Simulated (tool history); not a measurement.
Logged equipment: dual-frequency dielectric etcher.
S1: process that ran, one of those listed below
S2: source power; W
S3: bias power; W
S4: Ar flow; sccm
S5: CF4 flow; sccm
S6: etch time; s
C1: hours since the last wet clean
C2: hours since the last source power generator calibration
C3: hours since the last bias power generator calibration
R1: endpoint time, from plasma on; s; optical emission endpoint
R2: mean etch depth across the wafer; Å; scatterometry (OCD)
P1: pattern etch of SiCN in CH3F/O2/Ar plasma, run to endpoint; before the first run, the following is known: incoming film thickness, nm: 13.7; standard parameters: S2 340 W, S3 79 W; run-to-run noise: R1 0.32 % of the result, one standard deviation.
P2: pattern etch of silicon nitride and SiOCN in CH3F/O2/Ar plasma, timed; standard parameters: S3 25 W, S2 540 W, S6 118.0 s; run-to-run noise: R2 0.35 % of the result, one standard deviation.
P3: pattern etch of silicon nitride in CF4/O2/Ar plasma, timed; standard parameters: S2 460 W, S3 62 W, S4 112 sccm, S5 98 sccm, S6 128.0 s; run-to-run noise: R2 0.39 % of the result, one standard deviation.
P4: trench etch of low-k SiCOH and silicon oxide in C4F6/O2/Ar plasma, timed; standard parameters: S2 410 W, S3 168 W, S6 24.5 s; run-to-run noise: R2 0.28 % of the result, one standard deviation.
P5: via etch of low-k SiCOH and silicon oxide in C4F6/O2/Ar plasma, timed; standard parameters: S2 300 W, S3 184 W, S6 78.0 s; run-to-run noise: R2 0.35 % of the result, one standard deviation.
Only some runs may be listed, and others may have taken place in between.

Run 1, hour 7.9: S1 P1, S2 340 W, S3 79 W; C1 183.7; C2 2762.8; C3 2272.5. Result: R1 36.742 s.
Run 2, hour 13.2: S1 P3, S2 460 W, S3 62 W, S4 112 sccm, S5 98 sccm, S6 128.0 s; C1 189.0; C2 2768.1; C3 2277.8. Result: R2 2356.90 Å.
Run 3, hour 20.4: S1 P1, S2 430 W, S3 110 W; C1 196.2; C2 2775.3; C3 2285.0. Result: R1 29.854 s.
Run 4, hour 24.9: S1 P4, S2 410 W, S3 100 W, S6 24.5 s; C1 200.7; C2 2779.8; C3 2289.5. Result: R2 658.73 Å.
Run 5, hour 34.0: S1 P4, S2 250 W, S3 168 W, S6 24.5 s; C1 209.8; C2 2788.9; C3 2298.6. Result: R2 633.43 Å.
Run 6, hour 43.2: S1 P3, S2 460 W, S3 41 W, S4 112 sccm, S5 98 sccm, S6 128.0 s; C1 219.0; C2 2798.1; C3 2307.8. Result: R2 2030.90 Å.
Run 7, hour 48.3: S1 P5, S2 300 W, S3 184 W, S6 78.0 s; C1 224.1; C2 2803.2; C3 2312.9. Result: R2 1959.40 Å.
Run 8, hour 55.3: S1 P2, S2 340 W, S3 25 W, S6 118.0 s; C1 231.1; C2 2810.2; C3 2319.9. Result: R2 159.15 Å.
Run 9, hour 64.5: S1 P3, S2 460 W, S3 62 W, S4 112 sccm, S5 98 sccm, S6 128.0 s; C1 240.3; C2 2819.4; C3 2329.1. Result: R2 2365.80 Å.
Run 10, hour 68.9: S1 P3, S2 460 W, S3 62 W, S4 78 sccm, S5 98 sccm, S6 128.0 s; C1 244.7; C2 2823.8; C3 2333.5. Result: R2 2489.70 Å.
Run 11, hour 74.1: S1 P1, S2 340 W, S3 110 W; C1 249.9; C2 2829.0; C3 2338.7. Result: R1 32.503 s.
Run 12, hour 82.3: S1 P2, S2 540 W, S3 34 W, S6 118.0 s; C1 258.1; C2 2837.2; C3 2346.9. Result: R2 214.19 Å.
Run 13, hour 89.7: S1 P1, S2 340 W, S3 79 W; C1 265.5; C2 2844.6; C3 2354.3. Result: R1 36.695 s.
Run 14, hour 99.1: S1 P3, S2 460 W, S3 62 W, S4 112 sccm, S5 98 sccm, S6 94.0 s; C1 274.9; C2 2854.0; C3 2363.7. Result: R2 1753.80 Å.
Run 15, hour 103.8: S1 P3, S2 640 W, S3 62 W, S4 112 sccm, S5 98 sccm, S6 128.0 s; C1 279.6; C2 2858.7; C3 2368.4. Result: R2 3160.90 Å.
Run 16, hour 108.5: S1 P1, S2 210 W, S3 99 W; C1 284.3; C2 2863.4; C3 2373.1. Result: R1 40.209 s.
Run 17, hour 112.9: S1 P5, S2 300 W, S3 256 W, S6 78.0 s; C1 288.7; C2 2867.8; C3 2377.5. Result: R2 2188.70 Å.
Run 18, hour 118.9: S1 P2, S2 540 W, S3 25 W, S6 118.0 s; C1 294.7; C2 2873.8; C3 2383.5. Result: R2 186.63 Å.
Run 19, hour 127.8: S1 P1, S2 460 W, S3 79 W; C1 303.6; C2 2882.7; C3 2392.4. Result: R1 32.879 s.
Run 20, hour 136.9: S1 P5, S2 300 W, S3 184 W, S6 60.5 s; C1 312.7; C2 2891.8; C3 2401.5. Result: R2 1522.30 Å.
Run 21, hour 144.4: S1 P2, S2 540 W, S3 25 W, S6 118.0 s; C1 320.2; C2 2899.3; C3 2409.0. Result: R2 186.89 Å.
Run 22, hour 150.1: S1 P3, S2 460 W, S3 62 W, S4 112 sccm, S5 125 sccm, S6 128.0 s; C1 325.9; C2 2905.0; C3 2414.7. Result: R2 2449.50 Å.
Run 23, hour 157.7: S1 P1, S2 340 W, S3 49 W; C1 333.5; C2 2912.6; C3 2422.3. Result: R1 43.239 s.
Run 24, hour 162.5: S1 P2, S2 540 W, S3 25 W, S6 159.5 s; C1 338.3; C2 2917.4; C3 2427.1. Result: R2 251.19 Å.
At hour 164.8: source power generator calibrated.
Run 25, hour 168.4: S1 P1, S2 340 W, S3 79 W; C1 344.2; C2 3.7; C3 2433.0. Result: R1 36.751 s.
Run 26, hour 173.3: S1 P4, S2 410 W, S3 168 W, S6 24.5 s; C1 349.1; C2 8.6; C3 2437.9. Result: R2 768.76 Å.
Run 27, hour 180.8: S1 P1, S2 220 W, S3 79 W; C1 356.6; C2 16.1; C3 2445.4. Result: R1 43.433 s.
Run 28, hour 185.8: S1 P5, S2 410 W, S3 184 W, S6 78.0 s; C1 361.6; C2 21.1; C3 2450.4. Result: R2 2216.10 Å.
Run 29, hour 190.7: S1 P4, S2 410 W, S3 168 W, S6 34.5 s; C1 366.5; C2 26.0; C3 2455.3. Result: R2 1082.20 Å.
Run 30, hour 197.3: S1 P1, S2 340 W, S3 79 W; C1 373.1; C2 32.6; C3 2461.9. Result: R1 36.781 s.
Run 31, hour 206.4: S1 P1, S2 340 W, S3 79 W; C1 382.2; C2 41.7; C3 2471.0. Result: R1 36.824 s.
Run 32, hour 214.8: S1 P1, S2 340 W, S3 79 W; C1 390.6; C2 50.1; C3 2479.4. Result: R1 36.588 s.
Run 33, hour 224.1: S1 P1, S2 340 W, S3 79 W; C1 399.9; C2 59.4; C3 2488.7. Result: R1 36.303 s.
Run 34, hour 231.5: S1 P1, S2 340 W, S3 79 W; C1 407.3; C2 66.8; C3 2496.1. Result: R1 36.094 s.
At hour 236.0: wet clean of the chamber.
Run 35, hour 238.7: S1 P1, S2 340 W, S3 79 W; C1 2.8; C2 74.0; C3 2503.3. Result: R1 36.302 s.
Run 36, hour 244.1: S1 P1, S2 340 W, S3 79 W; C1 8.2; C2 79.4; C3 2508.7. Result: R1 36.172 s.
Run 37, hour 249.3: S1 P1, S2 340 W, S3 79 W; C1 13.4; C2 84.6; C3 2513.9. Result: R1 36.103 s.
Run 38, hour 255.1: S1 P1, S2 340 W, S3 79 W; C1 19.2; C2 90.4; C3 2519.7. Result: R1 36.088 s.
Run 39, hour 262.6: S1 P1, S2 340 W, S3 79 W; C1 26.7; C2 97.9; C3 2527.2. Result: R1 36.085 s.
Run 40, hour 269.3: S1 P1, S2 340 W, S3 79 W; C1 33.4; C2 104.6; C3 2533.9. Result: R1 36.326 s.

What P1 gives has crept away from where it was. These 2 causes fit the log equally well, each at the size given:
A: bias power that arrives over what is set, % = 4.46
B: source power that arrives over what is set, % = 4.38
The gradual shift began around hour 206.4.
Ruled out, with reasons:
chamber walls in a state that raises the etch rate, %: serviced at hour 236.0, which brought nothing back

Of the 4 check runs below, each run on 2 wafers with the results averaged and each result still a question mark, which one would tell the listed causes apart?
Run check 1, hour 276.0: S1 P5, S2 300 W, S3 240 W, S6 78.0 s. Result: R2 ?.
Run check 2, hour 276.0: S1 P2, S2 350 W, S3 25 W, S6 156.0 s. Result: R2 ?.
Run check 3, hour 276.0: S1 P3, S2 630 W, S3 62 W, S4 81 sccm, S5 98 sccm, S6 128.0 s. Result: R2 ?.
Run check 4, hour 276.0: S1 P4, S2 410 W, S3 115 W, S6 24.5 s. Result: R2 ?.

Outcome of each check run for each possible cause:
  check  result     if A     if B
check 1      R2  2176.30  2179.30
check 2      R2   216.81   215.64
check 3      R2  3293.90  3363.40
check 4      R2   692.47   695.78
Smallest distance between any two causes, each pair judged by its most separating result, in per cent: check 1 0.14 %; check 2 0.55 %; check 3 2.09 %; check 4 0.48 %
Only check 3 tells the causes apart: in the others they would give nearly the same result.

Here is what check 3 returned: R2 3370.70 Å. Which cause is it?

The correct cause is B, namely: source power that arrives over what is set, %.

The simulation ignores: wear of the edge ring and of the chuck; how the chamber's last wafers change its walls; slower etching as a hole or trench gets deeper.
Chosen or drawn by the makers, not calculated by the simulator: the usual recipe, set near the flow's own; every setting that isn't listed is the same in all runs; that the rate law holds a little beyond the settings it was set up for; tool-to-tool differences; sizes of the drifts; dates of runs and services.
